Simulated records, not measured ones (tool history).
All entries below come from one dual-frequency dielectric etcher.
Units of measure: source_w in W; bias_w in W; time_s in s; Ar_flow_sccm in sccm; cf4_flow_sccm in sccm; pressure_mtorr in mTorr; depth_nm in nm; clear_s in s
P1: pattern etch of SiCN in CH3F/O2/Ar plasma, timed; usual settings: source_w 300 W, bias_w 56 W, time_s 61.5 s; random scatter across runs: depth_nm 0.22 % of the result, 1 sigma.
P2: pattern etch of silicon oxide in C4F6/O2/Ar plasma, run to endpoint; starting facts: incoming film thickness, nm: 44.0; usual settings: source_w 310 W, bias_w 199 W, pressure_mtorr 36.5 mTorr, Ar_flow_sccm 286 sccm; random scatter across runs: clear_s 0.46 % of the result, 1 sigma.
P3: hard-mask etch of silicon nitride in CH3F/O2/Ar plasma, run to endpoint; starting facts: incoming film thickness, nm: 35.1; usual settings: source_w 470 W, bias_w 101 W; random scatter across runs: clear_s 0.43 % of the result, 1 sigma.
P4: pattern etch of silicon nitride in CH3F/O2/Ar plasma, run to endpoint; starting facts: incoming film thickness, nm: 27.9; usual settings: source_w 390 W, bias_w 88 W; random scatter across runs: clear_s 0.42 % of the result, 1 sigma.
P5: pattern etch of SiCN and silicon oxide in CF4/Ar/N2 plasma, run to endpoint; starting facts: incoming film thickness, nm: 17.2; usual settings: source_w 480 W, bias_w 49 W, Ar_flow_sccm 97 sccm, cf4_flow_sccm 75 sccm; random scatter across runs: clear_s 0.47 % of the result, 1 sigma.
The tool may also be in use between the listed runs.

run	day	process	source_w	bias_w	time_s	Ar_flow_sccm	cf4_flow_sccm	pressure_mtorr	hours since the last wet clean	hours since the last source power generator calibration	hours since the last bias power generator calibration	depth_nm	clear_s
1	0.421	P1	300	56	61.5				184.1	3276.7	864	18.339	
2	1.142	P1	300	56	61.5				201.4	3294	881.3	18.462	
3	1.592	P5	310	49		97	75		212.2	3304.8	892.1		31.227
4	2.092	P2	310	199		286		48	224.2	3316.8	904.1		15.809
5	2.5	P2	310	129		286		36.5	234	3326.6	913.9		17.561
6	3.167	P1	300	56	61.5				250	3342.6	929.9	18.405	
7	3.6	P1	300	56	91				260.4	3353	940.3	27.175	
8	3.962	P1	300	56	61.5				269.1	3361.7	949	18.398	
9	4.638	P3	470	68					285.3	3377.9	965.2		49.565
10	5.238	P4	310	88					299.7	3392.3	979.6		40.849
11	5.804	P2	310	199		286		36.5	313.3	3405.9	993.2		15.331
12	6.462	P1	300	56	61.5				329.1	3421.7	1009	18.463	
13	6.95	P2	200	199		286		36.5	340.8	3433.4	1020.7		18.21
14	7.483	P4	390	122					353.6	3446.2	1033.5		33.297
15	8.012	P5	480	49		97	96		366.3	3458.9	1046.2		20.298
16	8.633	P1	300	45	61.5				381.2	3473.8	1061.1	17.079	
17	9.088	P1	300	56	37				392.1	3484.7	1072	11.032	
18	9.842	P1	300	36	35				410.2	3502.8	1090.1	9.0649	
19	10.375	P3	470	101					423	3515.6	1102.9		42.983
20	11.017	P4	390	88					438.4	3531	1118.3		37.328
21	11.558	P1	380	56	61.5				451.4	3544	1131.3	20.083	
22	11.904	P4	390	88					459.7	3552.3	1139.6		37.538
23	12.433	P3	600	101					472.4	3565	1152.3		39.256
24	12.971	P1	240	56	61.5				485.3	3577.9	1165.2	16.895	
25	13.712	P5	480	49		76	75		503.1	3595.7	1183		20.359
26	14.058	P2	310	199		406		36.5	511.4	3604	1191.3		15.921
27	14.6	P1	300	73	61.5				524.4	3617	1204.3	20.212	
28	15.096	P5	480	36		97	75		536.3	3628.9	1216.2		23.122
29	15.825	P1	300	56	61.5				553.8	3646.4	1233.7	18.406	
30	16.267	P5	480	49		97	75		564.4	3657	1244.3		21.004
31	16.929	P1	300	35	87				580.3	3672.9	1260.2	22.45	
32	17.654	P1	300	42	42.5				597.7	3690.3	1277.6	11.602	
33	18.221	P1	300	56	61.5				611.3	3703.9	1291.2	18.375	
34	18.708	P1	300	56	61.5				623	3715.6	1302.9	18.233	
35	19.079	P1	300	56	61.5				631.9	3724.5	1311.8	18.167	
36	19.812	P1	300	56	61.5				649.5	3742.1	1329.4	18.219	
37	20.288	P1	300	56	61.5				660.9	3753.5	1340.8	18.176	
38	20.754	P1	300	56	61.5				672.1	3764.7	1352	18.22	
# day 21.058: wet clean of the chamber
39	21.533	P1	300	56	61.5				11.4	3783.4	1370.7	18.13	
40	22.008	P1	300	56	61.5				22.8	3794.8	1382.1	18.199	

P1 no longer gives what it gave before; its output has crept away from where it was. The following 2 causes, each at its listed size, fit the log equally well:
A: source power that arrives under what is set, % = 3.76
B: bias power that arrives under what is set, % = 4.19
Onset of the creep was near day 18.221.
Other possible causes, and why each is ruled out:
chamber walls in a state that lowers the etch rate, %: work on it at day 21.058, done after the drift set in, did not restore what the process gave before

Of the 4 check runs below, each run on 3 wafers with the results averaged and each result still a question mark, which one would tell the listed causes apart?
check 1	22.483	P3	470	101									?
check 2	22.483	P5	480	49		97	75						?
check 3	22.483	P4	390	88									?
check 4	22.483	P2	310	199		286		36.5					?

Predicted outcomes, by check and by cause:
check	result	if A	if B
check 1	clear_s	43.712	43.765
check 2	clear_s	21.833	21.369
check 3	clear_s	37.868	37.903
check 4	clear_s	15.517	15.505
Separation of the two closest causes in each check, using whichever result separates them best: check 1 0.12 %; check 2 2.15 %; check 3 0.09 %; check 4 0.08 %
Only in check 2 would the causes give clearly different results; in the remaining checks their results would be nearly the same.

The results of check 2 are: clear_s 21.715 s. Based on these, which of the listed causes is it?

It was cause A: source power that arrives under what is set, %.

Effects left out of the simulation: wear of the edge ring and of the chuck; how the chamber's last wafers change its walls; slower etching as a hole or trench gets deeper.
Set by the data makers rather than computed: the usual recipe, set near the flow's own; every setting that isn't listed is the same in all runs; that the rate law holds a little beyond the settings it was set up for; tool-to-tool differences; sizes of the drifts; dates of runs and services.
